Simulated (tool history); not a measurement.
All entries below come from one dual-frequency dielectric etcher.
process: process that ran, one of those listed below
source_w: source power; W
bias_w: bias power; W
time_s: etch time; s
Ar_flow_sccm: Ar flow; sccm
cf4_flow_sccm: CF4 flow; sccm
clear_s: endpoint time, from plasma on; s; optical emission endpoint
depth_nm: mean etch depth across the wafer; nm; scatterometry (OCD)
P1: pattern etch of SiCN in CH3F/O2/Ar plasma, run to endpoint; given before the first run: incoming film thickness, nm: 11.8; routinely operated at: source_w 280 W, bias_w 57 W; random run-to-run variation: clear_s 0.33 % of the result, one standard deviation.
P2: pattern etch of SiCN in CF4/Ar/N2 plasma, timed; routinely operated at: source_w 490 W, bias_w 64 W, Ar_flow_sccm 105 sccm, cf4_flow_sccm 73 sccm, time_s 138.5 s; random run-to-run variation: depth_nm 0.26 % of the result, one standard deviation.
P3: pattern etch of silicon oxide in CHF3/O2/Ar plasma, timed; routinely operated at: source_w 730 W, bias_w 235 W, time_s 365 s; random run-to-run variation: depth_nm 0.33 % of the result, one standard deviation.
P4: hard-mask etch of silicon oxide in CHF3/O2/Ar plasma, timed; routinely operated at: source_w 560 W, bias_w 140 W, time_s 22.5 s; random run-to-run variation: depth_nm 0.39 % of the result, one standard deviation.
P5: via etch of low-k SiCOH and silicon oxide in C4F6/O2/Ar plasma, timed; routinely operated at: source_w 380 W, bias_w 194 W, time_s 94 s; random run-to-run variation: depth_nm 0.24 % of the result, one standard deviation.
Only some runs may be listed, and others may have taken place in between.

| run | day | process | source_w | bias_w | time_s | Ar_flow_sccm | cf4_flow_sccm | hours since the last wet clean | hours since the last source power generator calibration | hours since the last bias power generator calibration | clear_s | depth_nm |
|---|---|---|---|---|---|---|---|---|---|---|---|---|
| 1 | 0.442 | P1 | 280 | 57 |  |  |  | 121.5 | 1363.8 | 1454.9 | 40.227 |  |
| 2 | 0.792 | P5 | 380 | 194 | 94 |  |  | 129.9 | 1372.2 | 1463.3 |  | 263.88 |
| 3 | 1.142 | P5 | 380 | 194 | 94 |  |  | 138.3 | 1380.6 | 1471.7 |  | 264.49 |
| 4 | 1.629 | P1 | 280 | 35 |  |  |  | 150 | 1392.3 | 1483.4 | 46.901 |  |
| 5 | 1.9 | P1 | 350 | 57 |  |  |  | 156.5 | 1398.8 | 1489.9 | 36.881 |  |
| 6 | 2.404 | P2 | 320 | 64 | 138.5 | 105 | 73 | 168.6 | 1410.9 | 1502 |  | 86.172 |
| 7 | 2.808 | P2 | 490 | 48 | 138.5 | 105 | 73 | 178.3 | 1420.6 | 1511.7 |  | 114.47 |
| 8 | 3.15 | P3 | 730 | 235 | 365 |  |  | 186.5 | 1428.8 | 1519.9 |  | 823.02 |
| 9 | 3.775 | P5 | 380 | 194 | 140 |  |  | 201.5 | 1443.8 | 1534.9 |  | 392.85 |
| 10 | 4.167 | P3 | 730 | 235 | 508.5 |  |  | 210.9 | 1453.2 | 1544.3 |  | 1141.3 |
| 11 | 4.7 | P1 | 170 | 57 |  |  |  | 223.7 | 1466 | 1557.1 | 48.634 |  |
| 12 | 5.112 | P3 | 450 | 235 | 365 |  |  | 233.6 | 1475.9 | 1567 |  | 681.19 |
| 13 | 5.404 | P2 | 490 | 64 | 138.5 | 105 | 91 | 240.6 | 1482.9 | 1574 |  | 129.2 |
| 14 | 5.933 | P1 | 280 | 78 |  |  |  | 253.3 | 1495.6 | 1586.7 | 36.037 |  |
| 15 | 6.279 | P5 | 540 | 194 | 94 |  |  | 261.6 | 1503.9 | 1595 |  | 303.35 |
| 16 | 6.775 | P1 | 280 | 57 |  |  |  | 273.5 | 1515.8 | 1606.9 | 40.193 |  |
| 17 | 7.379 | P3 | 730 | 235 | 365 |  |  | 288 | 1530.3 | 1621.4 |  | 820.71 |
| 18 | 7.95 | P2 | 490 | 64 | 181 | 105 | 73 | 301.7 | 1544 | 1635.1 |  | 163.94 |
| 19 | 8.367 | P1 | 280 | 57 |  |  |  | 311.7 | 1554 | 1645.1 | 40.276 |  |
| 20 | 8.779 | P3 | 730 | 148 | 365 |  |  | 321.6 | 1563.9 | 1655 |  | 697.41 |
| 21 | 9.292 | P4 | 560 | 193 | 22.5 |  |  | 333.9 | 1576.2 | 1667.3 |  | 44.358 |
| 22 | 9.742 | P4 | 560 | 140 | 12.5 |  |  | 344.7 | 1587 | 1678.1 |  | 21.984 |
| 23 | 10.221 | P4 | 560 | 140 | 22.5 |  |  | 356.2 | 1598.5 | 1689.6 |  | 39.599 |
| 24 | 10.696 | P4 | 710 | 140 | 22.5 |  |  | 367.6 | 1609.9 | 1701 |  | 43.512 |
| 25 | 11.238 | P2 | 490 | 64 | 138.5 | 105 | 73 | 380.6 | 1622.9 | 1714 |  | 125.41 |
| 26 | 11.575 | P1 | 330 | 69 |  |  |  | 388.7 | 1631 | 1722.1 | 35.328 |  |
| 27 | 12.171 | P2 | 490 | 64 | 138.5 | 71 | 73 | 403 | 1645.3 | 1736.4 |  | 133.03 |
| 28 | 12.667 | P5 | 380 | 231 | 94 |  |  | 414.9 | 1657.2 | 1748.3 |  | 279.69 |
| 29 | 13.292 | P1 | 280 | 57 |  |  |  | 429.9 | 1672.2 | 1763.3 | 40.056 |  |
| 30 | 13.758 | P1 | 280 | 57 |  |  |  | 441.1 | 1683.4 | 1774.5 | 40.24 |  |
| 31 | 14.038 | P1 | 280 | 57 |  |  |  | 447.8 | 1690.1 | 1781.2 | 40.044 |  |
| 32 | 14.583 | P1 | 280 | 57 |  |  |  | 460.9 | 1703.2 | 1794.3 | 40.082 |  |
| 33 | 15.004 | P1 | 280 | 57 |  |  |  | 471 | 1713.3 | 1804.4 | 39.914 |  |
| 34 | 15.45 | P1 | 280 | 57 |  |  |  | 481.7 | 1724 | 1815.1 | 39.803 |  |
| 35 | 15.771 | P1 | 280 | 57 |  |  |  | 489.4 | 1731.7 | 1822.8 | 39.408 |  |
|  | 16 | wet clean of the chamber |
| 36 | 16.325 | P1 | 280 | 57 |  |  |  | 7.9 | 1745 | 1836.1 | 39.58 |  |
| 37 | 16.746 | P1 | 280 | 57 |  |  |  | 18 | 1755.1 | 1846.2 | 39.513 |  |
| 38 | 17.021 | P1 | 280 | 57 |  |  |  | 24.6 | 1761.7 | 1852.8 | 39.626 |  |
| 39 | 17.388 | P1 | 280 | 57 |  |  |  | 33.4 | 1770.5 | 1861.6 | 39.423 |  |

P1 has crept away from where it was. The log is fitted equally well by each of these 2 causes, at the sizes shown:
A: source power that arrives over what is set, % = 4.47
B: bias power that arrives over what is set, % = 4.89
Onset of the creep was near day 14.583.
Each remaining cause and why it is not a fit:
chamber walls in a state that raises the etch rate, %: serviced at day 16, after the drift had started, without restoring the earlier output

Each of the 4 check runs below uses one wafer; its results are left as question marks. Which run tells the causes apart?
| check 1 | 17.754 | P4 | 690 | 140 | 17 |  |  |  |  |  |  | ? |
| check 2 | 17.754 | P3 | 590 | 235 | 451.5 |  |  |  |  |  |  | ? |
| check 3 | 17.754 | P2 | 350 | 64 | 138.5 | 78 | 73 |  |  |  |  | ? |
| check 4 | 17.754 | P5 | 530 | 194 | 122.5 |  |  |  |  |  |  | ? |

What each check would give under each cause:
| check | result | if A | if B |
|---|---|---|---|
| check 1 | depth_nm | 33.046 | 32.983 |
| check 2 | depth_nm | 950.53 | 950.99 |
| check 3 | depth_nm | 100.96 | 98.68 |
| check 4 | depth_nm | 398.71 | 397.92 |
Smallest distance between any two causes, each pair judged by its most separating result, in per cent: check 1 0.19 %; check 2 0.05 %; check 3 2.28 %; check 4 0.2 %
Check 3 tells the causes apart: in the others they would give nearly the same result.

Check 3 has now been run. It gave: depth_nm 98.794 nm. Which of the candidate causes is it?

The cause is B: bias power that arrives over what is set, %.
